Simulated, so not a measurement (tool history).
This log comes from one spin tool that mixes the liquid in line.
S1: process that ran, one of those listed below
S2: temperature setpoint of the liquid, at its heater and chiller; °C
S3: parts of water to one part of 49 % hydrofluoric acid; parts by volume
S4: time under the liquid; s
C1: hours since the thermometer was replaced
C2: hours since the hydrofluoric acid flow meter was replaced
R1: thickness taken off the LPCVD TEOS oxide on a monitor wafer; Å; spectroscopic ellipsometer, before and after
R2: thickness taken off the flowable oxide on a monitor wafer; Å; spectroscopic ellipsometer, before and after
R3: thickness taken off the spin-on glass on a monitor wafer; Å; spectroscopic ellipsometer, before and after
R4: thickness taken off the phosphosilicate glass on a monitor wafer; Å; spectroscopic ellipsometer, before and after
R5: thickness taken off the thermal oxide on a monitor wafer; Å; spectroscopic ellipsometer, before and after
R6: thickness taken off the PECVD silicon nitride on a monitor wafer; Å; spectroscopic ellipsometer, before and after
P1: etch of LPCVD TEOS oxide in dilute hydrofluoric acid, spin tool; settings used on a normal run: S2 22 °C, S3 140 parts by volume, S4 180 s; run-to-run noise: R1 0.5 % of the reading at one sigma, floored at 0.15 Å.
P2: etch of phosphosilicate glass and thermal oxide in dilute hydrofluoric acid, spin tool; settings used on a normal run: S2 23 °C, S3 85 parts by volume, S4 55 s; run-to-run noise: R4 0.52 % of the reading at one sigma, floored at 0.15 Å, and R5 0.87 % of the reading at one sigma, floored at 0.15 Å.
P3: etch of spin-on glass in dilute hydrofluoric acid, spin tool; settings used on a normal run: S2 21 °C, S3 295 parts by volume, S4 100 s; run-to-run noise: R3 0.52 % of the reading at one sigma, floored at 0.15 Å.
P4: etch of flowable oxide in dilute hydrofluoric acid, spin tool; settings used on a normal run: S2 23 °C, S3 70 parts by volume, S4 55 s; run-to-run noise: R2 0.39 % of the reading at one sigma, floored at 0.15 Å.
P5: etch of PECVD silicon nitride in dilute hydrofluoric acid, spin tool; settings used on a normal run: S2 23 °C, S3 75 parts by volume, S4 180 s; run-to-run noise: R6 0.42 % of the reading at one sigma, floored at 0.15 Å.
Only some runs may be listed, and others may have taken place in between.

{"run": 1, "hour": 14.1, "S1": "P1", "S2": 22, "S3": 140, "S4": 180, "C1": 436.1, "C2": 337.8, "R1": 316.39}
{"run": 2, "hour": 23.2, "S1": "P4", "S2": 23, "S3": 70, "S4": 25, "C1": 445.2, "C2": 346.9, "R2": 117.48}
{"run": 3, "hour": 35.1, "S1": "P3", "S2": 21, "S3": 295, "S4": 100, "C1": 457.1, "C2": 358.8, "R3": 166.72}
{"run": 4, "hour": 46.8, "S1": "P2", "S2": 23, "S3": 45, "S4": 55, "C1": 468.8, "C2": 370.5, "R4": 1153.3, "R5": 58.635}
{"run": 5, "hour": 59.8, "S1": "P2", "S2": 23, "S3": 85, "S4": 55, "C1": 481.8, "C2": 383.5, "R4": 572.09, "R5": 29.006}
{"run": 6, "hour": 74.4, "S1": "P5", "S2": 23, "S3": 110, "S4": 180, "C1": 496.4, "C2": 398.1, "R6": 35.974}
{"run": 7, "hour": 86.1, "S1": "P4", "S2": 23, "S3": 70, "S4": 55, "C1": 508.1, "C2": 409.8, "R2": 258.95}
{"run": 8, "hour": 94.4, "S1": "P1", "S2": 18.5, "S3": 140, "S4": 180, "C1": 516.4, "C2": 418.1, "R1": 273.1}
{"run": 9, "hour": 104.9, "S1": "P1", "S2": 29.5, "S3": 140, "S4": 180, "C1": 526.9, "C2": 428.6, "R1": 422.06}
{"run": 10, "hour": 118.5, "S1": "P1", "S2": 22, "S3": 140, "S4": 180, "C1": 540.5, "C2": 442.2, "R1": 313.41}
{"run": 11, "hour": 132.1, "S1": "P4", "S2": 17, "S3": 70, "S4": 55, "C1": 554.1, "C2": 455.8, "R2": 199.34}
{"run": 12, "hour": 145.3, "S1": "P5", "S2": 28, "S3": 75, "S4": 180, "C1": 567.3, "C2": 469, "R6": 72.268}
{"run": 13, "hour": 157.0, "S1": "P1", "S2": 22, "S3": 215, "S4": 180, "C1": 579, "C2": 480.7, "R1": 189.32}
{"run": 14, "hour": 168.7, "S1": "P1", "S2": 22, "S3": 140, "S4": 180, "C1": 590.7, "C2": 492.4, "R1": 315.34}
{"run": 15, "hour": 180.9, "S1": "P5", "S2": 23, "S3": 75, "S4": 350, "C1": 602.9, "C2": 504.6, "R6": 101.79}
{"run": 16, "hour": 193.5, "S1": "P3", "S2": 21, "S3": 430, "S4": 100, "C1": 615.5, "C2": 517.2, "R3": 103.8}
{"run": 17, "hour": 205.6, "S1": "P5", "S2": 23, "S3": 75, "S4": 180, "C1": 627.6, "C2": 529.3, "R6": 52.331}
{"run": 18, "hour": 215.3, "S1": "P3", "S2": 27, "S3": 295, "S4": 100, "C1": 637.3, "C2": 539, "R3": 207.7}
{"run": 19, "hour": 225.0, "S1": "P1", "S2": 22, "S3": 140, "S4": 95, "C1": 647, "C2": 548.7, "R1": 166.96}
{"run": 20, "hour": 239.6, "S1": "P2", "S2": 27.5, "S3": 85, "S4": 55, "C1": 661.6, "C2": 563.3, "R4": 687.09, "R5": 34.656}
{"run": 21, "hour": 251.1, "S1": "P1", "S2": 18.5, "S3": 185, "S4": 180, "C1": 673.1, "C2": 574.8, "R1": 200.61}
{"run": 22, "hour": 265.7, "S1": "P1", "S2": 22, "S3": 140, "S4": 180, "C1": 687.7, "C2": 589.4, "R1": 316.45}
{"run": 23, "hour": 279.6, "S1": "P4", "S2": 23, "S3": 120, "S4": 55, "C1": 701.6, "C2": 603.3, "R2": 142.81}
{"run": 24, "hour": 288.8, "S1": "P1", "S2": 17, "S3": 140, "S4": 90, "C1": 710.8, "C2": 612.5, "R1": 128.43}
{"run": 25, "hour": 299.3, "S1": "P4", "S2": 23, "S3": 70, "S4": 55, "C1": 721.3, "C2": 623, "R2": 260.71}
{"run": 26, "hour": 307.3, "S1": "P2", "S2": 23, "S3": 85, "S4": 85, "C1": 729.3, "C2": 631, "R4": 881.62, "R5": 44.342}
{"run": 27, "hour": 320.7, "S1": "P2", "S2": 23, "S3": 85, "S4": 55, "C1": 742.7, "C2": 644.4, "R4": 577.75, "R5": 28.914}
{"run": 28, "hour": 334.9, "S1": "P3", "S2": 21, "S3": 295, "S4": 100, "C1": 756.9, "C2": 658.6, "R3": 167.34}
{"run": 29, "hour": 345.0, "S1": "P1", "S2": 22, "S3": 75, "S4": 25, "C1": 767, "C2": 668.7, "R1": 88.365}
{"run": 30, "hour": 354.3, "S1": "P1", "S2": 22, "S3": 50, "S4": 180, "C1": 776.3, "C2": 678, "R1": 982.29}
{"run": 31, "hour": 363.2, "S1": "P3", "S2": 21, "S3": 295, "S4": 190, "C1": 785.2, "C2": 686.9, "R3": 317.61}
{"run": 32, "hour": 371.3, "S1": "P1", "S2": 22, "S3": 140, "S4": 325, "C1": 793.3, "C2": 695, "R1": 573.35}
{"run": 33, "hour": 382.3, "S1": "P1", "S2": 22, "S3": 140, "S4": 180, "C1": 804.3, "C2": 706, "R1": 317.03}

Predict the results of run 34:
{"run": 34, "hour": 389.0, "S1": "P5", "S2": 23, "S3": 75, "S4": 180, "C1": 811, "C2": 712.7, "R6": "?"}

Logged for run 34: R6 52.067 Å.

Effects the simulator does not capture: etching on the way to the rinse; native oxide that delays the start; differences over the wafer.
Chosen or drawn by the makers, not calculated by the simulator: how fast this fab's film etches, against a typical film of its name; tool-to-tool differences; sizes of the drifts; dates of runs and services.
